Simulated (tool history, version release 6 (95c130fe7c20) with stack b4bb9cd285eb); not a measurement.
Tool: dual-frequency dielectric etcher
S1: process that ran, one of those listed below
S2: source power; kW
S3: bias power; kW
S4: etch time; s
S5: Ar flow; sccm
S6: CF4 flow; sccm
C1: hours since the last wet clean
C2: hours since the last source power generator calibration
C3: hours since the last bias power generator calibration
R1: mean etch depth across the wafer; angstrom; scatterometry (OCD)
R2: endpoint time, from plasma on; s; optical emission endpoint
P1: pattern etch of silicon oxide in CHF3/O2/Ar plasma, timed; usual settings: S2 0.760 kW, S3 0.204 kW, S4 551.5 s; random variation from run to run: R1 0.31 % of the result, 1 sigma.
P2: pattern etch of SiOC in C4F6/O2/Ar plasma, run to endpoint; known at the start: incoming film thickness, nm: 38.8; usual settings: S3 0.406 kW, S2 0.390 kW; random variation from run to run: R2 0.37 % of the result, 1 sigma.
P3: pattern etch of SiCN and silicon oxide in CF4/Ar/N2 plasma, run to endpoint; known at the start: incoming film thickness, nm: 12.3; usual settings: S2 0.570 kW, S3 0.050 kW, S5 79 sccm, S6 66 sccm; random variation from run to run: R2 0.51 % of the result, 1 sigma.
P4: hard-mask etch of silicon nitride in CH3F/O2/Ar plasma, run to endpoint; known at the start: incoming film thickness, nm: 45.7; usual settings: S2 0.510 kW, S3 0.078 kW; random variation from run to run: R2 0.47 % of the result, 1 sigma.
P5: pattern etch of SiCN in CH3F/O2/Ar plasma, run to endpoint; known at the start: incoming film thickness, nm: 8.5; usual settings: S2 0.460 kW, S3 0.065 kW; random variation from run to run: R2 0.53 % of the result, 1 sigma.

{"run": 1, "hour": 9.8, "S1": "P1", "S2": 0.76, "S3": 0.204, "S4": 551.5, "C1": 381.8, "C2": 475.2, "C3": 1637.3, "R1": 12597.0}
{"run": 2, "hour": 25.5, "S1": "P1", "S2": 0.76, "S3": 0.204, "S4": 551.5, "C1": 397.5, "C2": 490.9, "C3": 1653.0, "R1": 12561.0}
{"run": 3, "hour": 40.6, "S1": "P1", "S2": 0.76, "S3": 0.268, "S4": 716.5, "C1": 412.6, "C2": 506.0, "C3": 1668.1, "R1": 17950.0}
{"run": 4, "hour": 56.6, "S1": "P1", "S2": 0.47, "S3": 0.204, "S4": 551.5, "C1": 428.6, "C2": 522.0, "C3": 1684.1, "R1": 10426.0}
{"run": 5, "hour": 71.9, "S1": "P2", "S2": 0.24, "S3": 0.406, "C1": 443.9, "C2": 537.3, "C3": 1699.4, "R2": 17.141}
{"run": 6, "hour": 78.9, "S1": "P2", "S2": 0.39, "S3": 0.406, "C1": 450.9, "C2": 544.3, "C3": 1706.4, "R2": 14.186}
{"run": 7, "hour": 86.1, "S1": "P1", "S2": 0.76, "S3": 0.204, "S4": 551.5, "C1": 458.1, "C2": 551.5, "C3": 1713.6, "R1": 12628.0}
{"run": 8, "hour": 93.9, "S1": "P2", "S2": 0.39, "S3": 0.406, "C1": 465.9, "C2": 559.3, "C3": 1721.4, "R2": 14.293}
{"run": 9, "hour": 101.9, "S1": "P3", "S2": 0.57, "S3": 0.05, "S5": 79, "S6": 66, "C1": 473.9, "C2": 567.3, "C3": 1729.4, "R2": 12.705}
{"run": 10, "hour": 112.0, "S1": "P5", "S2": 0.46, "S3": 0.091, "C1": 484.0, "C2": 577.4, "C3": 1739.5, "R2": 19.773}
{"run": 11, "hour": 119.6, "S1": "P5", "S2": 0.28, "S3": 0.065, "C1": 491.6, "C2": 585.0, "C3": 1747.1, "R2": 26.974}
{"run": 12, "hour": 132.6, "S1": "P1", "S2": 0.76, "S3": 0.142, "S4": 551.5, "C1": 504.6, "C2": 598.0, "C3": 1760.1, "R1": 11088.0}
{"run": 13, "hour": 139.9, "S1": "P3", "S2": 0.57, "S3": 0.033, "S5": 79, "S6": 66, "C1": 511.9, "C2": 605.3, "C3": 1767.4, "R2": 14.282}
{"run": 14, "hour": 155.7, "S1": "P3", "S2": 0.75, "S3": 0.05, "S5": 79, "S6": 66, "C1": 527.7, "C2": 621.1, "C3": 1783.2, "R2": 9.8562}
{"run": 15, "hour": 162.7, "S1": "P4", "S2": 0.72, "S3": 0.078, "C1": 534.7, "C2": 628.1, "C3": 1790.2, "R2": 50.544}
{"run": 16, "hour": 175.3, "S1": "P1", "S2": 0.76, "S3": 0.204, "S4": 701.5, "C1": 547.3, "C2": 640.7, "C3": 1802.8, "R1": 16019.0}
{"run": 17, "hour": 191.2, "S1": "P1", "S2": 0.76, "S3": 0.204, "S4": 551.5, "C1": 563.2, "C2": 656.6, "C3": 1818.7, "R1": 12623.0}
{"run": 18, "hour": 204.7, "S1": "P1", "S2": 0.76, "S3": 0.204, "S4": 381.5, "C1": 576.7, "C2": 670.1, "C3": 1832.2, "R1": 8713.8}
{"run": 19, "hour": 215.7, "S1": "P1", "S2": 0.92, "S3": 0.204, "S4": 551.5, "C1": 587.7, "C2": 681.1, "C3": 1843.2, "R1": 13560.0}
{"run": 20, "hour": 229.8, "S1": "P1", "S2": 0.56, "S3": 0.204, "S4": 366.5, "C1": 601.8, "C2": 695.2, "C3": 1857.3, "R1": 7503.5}
{"run": 21, "hour": 242.9, "S1": "P5", "S2": 0.46, "S3": 0.065, "C1": 614.9, "C2": 708.3, "C3": 1870.4, "R2": 22.236}
{"run": 22, "hour": 255.9, "S1": "P4", "S2": 0.51, "S3": 0.078, "C1": 627.9, "C2": 721.3, "C3": 1883.4, "R2": 57.366}
{"run": 23, "hour": 265.9, "S1": "P3", "S2": 0.57, "S3": 0.05, "S5": 65, "S6": 66, "C1": 637.9, "C2": 731.3, "C3": 1893.4, "R2": 12.281}
{"run": 24, "hour": 280.3, "S1": "P2", "S2": 0.39, "S3": 0.499, "C1": 652.3, "C2": 745.7, "C3": 1907.8, "R2": 13.24}
{"run": 25, "hour": 288.8, "S1": "P1", "S2": 0.76, "S3": 0.204, "S4": 551.5, "C1": 660.8, "C2": 754.2, "C3": 1916.3, "R1": 12556.0}
{"run": 26, "hour": 302.1, "S1": "P1", "S2": 0.76, "S3": 0.262, "S4": 551.5, "C1": 674.1, "C2": 767.5, "C3": 1929.6, "R1": 13763.0}
{"run": 27, "hour": 314.3, "S1": "P5", "S2": 0.46, "S3": 0.065, "C1": 686.3, "C2": 779.7, "C3": 1941.8, "R2": 22.433}
{"run": 28, "hour": 326.7, "S1": "P1", "S2": 0.76, "S3": 0.204, "S4": 551.5, "C1": 698.7, "C2": 792.1, "C3": 1954.2, "R1": 12555.0}
{"run": 29, "hour": 341.2, "S1": "P1", "S2": 0.76, "S3": 0.163, "S4": 307.0, "C1": 713.2, "C2": 806.6, "C3": 1968.7, "R1": 6479.4}
{"run": 30, "hour": 348.8, "S1": "P4", "S2": 0.51, "S3": 0.05, "C1": 720.8, "C2": 814.2, "C3": 1976.3, "R2": 66.281}
{"run": 31, "hour": 356.5, "S1": "P3", "S2": 0.57, "S3": 0.05, "S5": 79, "S6": 79, "C1": 728.5, "C2": 821.9, "C3": 1984.0, "R2": 12.323}
{"run": 32, "hour": 370.2, "S1": "P1", "S2": 0.76, "S3": 0.204, "S4": 551.5, "C1": 742.2, "C2": 835.6, "C3": 1997.7, "R1": 12601.0}
{"run": 33, "hour": 377.8, "S1": "P1", "S2": 0.76, "S3": 0.204, "S4": 551.5, "C1": 749.8, "C2": 843.2, "C3": 2005.3, "R1": 12583.0}
{"run": 34, "hour": 386.7, "S1": "P1", "S2": 0.76, "S3": 0.204, "S4": 551.5, "C1": 758.7, "C2": 852.1, "C3": 2014.2, "R1": 12689.0}
{"run": 35, "hour": 394.4, "S1": "P1", "S2": 0.76, "S3": 0.204, "S4": 551.5, "C1": 766.4, "C2": 859.8, "C3": 2021.9, "R1": 12739.0}
{"run": 36, "hour": 410.4, "S1": "P1", "S2": 0.76, "S3": 0.204, "S4": 551.5, "C1": 782.4, "C2": 875.8, "C3": 2037.9, "R1": 12753.0}
{"run": 37, "hour": 422.5, "S1": "P1", "S2": 0.76, "S3": 0.204, "S4": 551.5, "C1": 794.5, "C2": 887.9, "C3": 2050.0, "R1": 12716.0}
{"hour": 425.9, "done": "wet clean of the chamber"}
{"run": 38, "hour": 429.8, "S1": "P1", "S2": 0.76, "S3": 0.204, "S4": 551.5, "C1": 4.0, "C2": 895.2, "C3": 2057.3, "R1": 12801.0}
{"run": 39, "hour": 443.7, "S1": "P1", "S2": 0.76, "S3": 0.204, "S4": 551.5, "C1": 17.9, "C2": 909.1, "C3": 2071.2, "R1": 12820.0}
{"run": 40, "hour": 455.0, "S1": "P1", "S2": 0.76, "S3": 0.204, "S4": 551.5, "C1": 29.2, "C2": 920.4, "C3": 2082.5, "R1": 12775.0}

What P1 gives has crept away from where it was. These 2 causes fit the log equally well, each at the size given:
A: source power that arrives over what is set, % = 4.15
B: bias power that arrives over what is set, % = 4.67
The creep began at about hour 370.2.
Why every other cause is out:
chamber walls in a state that raises the etch rate, %: serviced at hour 425.9, which brought nothing back

4 check runs are offered, each on 3 wafers whose results are averaged, their results left as question marks. Which one tells the causes apart?
{"run": "check 1", "hour": 466.3, "S1": "P3", "S2": 0.57, "S3": 0.05, "S5": 79, "S6": 66, "R2": "?"}
{"run": "check 2", "hour": 466.3, "S1": "P5", "S2": 0.46, "S3": 0.065, "R2": "?"}
{"run": "check 3", "hour": 466.3, "S1": "P4", "S2": 0.51, "S3": 0.078, "R2": "?"}
{"run": "check 4", "hour": 466.3, "S1": "P2", "S2": 0.39, "S3": 0.406, "R2": "?"}

What each check would give under each cause:
check=check_1 result=R2 if_A=12.2290 if_B=12.5140
check=check_2 result=R2 if_A=21.9480 if_B=21.9440
check=check_3 result=R2 if_A=56.8010 if_B=56.7860
check=check_4 result=R2 if_A=14.0470 if_B=14.0270
How far apart the two closest causes lie, in the result that separates them most: check 1 2.3 %; check 2 0.02 %; check 3 0.03 %; check 4 0.15 %
Only check 1 tells the causes apart: in the others they would give nearly the same result.

Then check 1 was run and gave: R2 12.1600 s. Which cause is it?

It is A: source power that arrives over what is set, %.
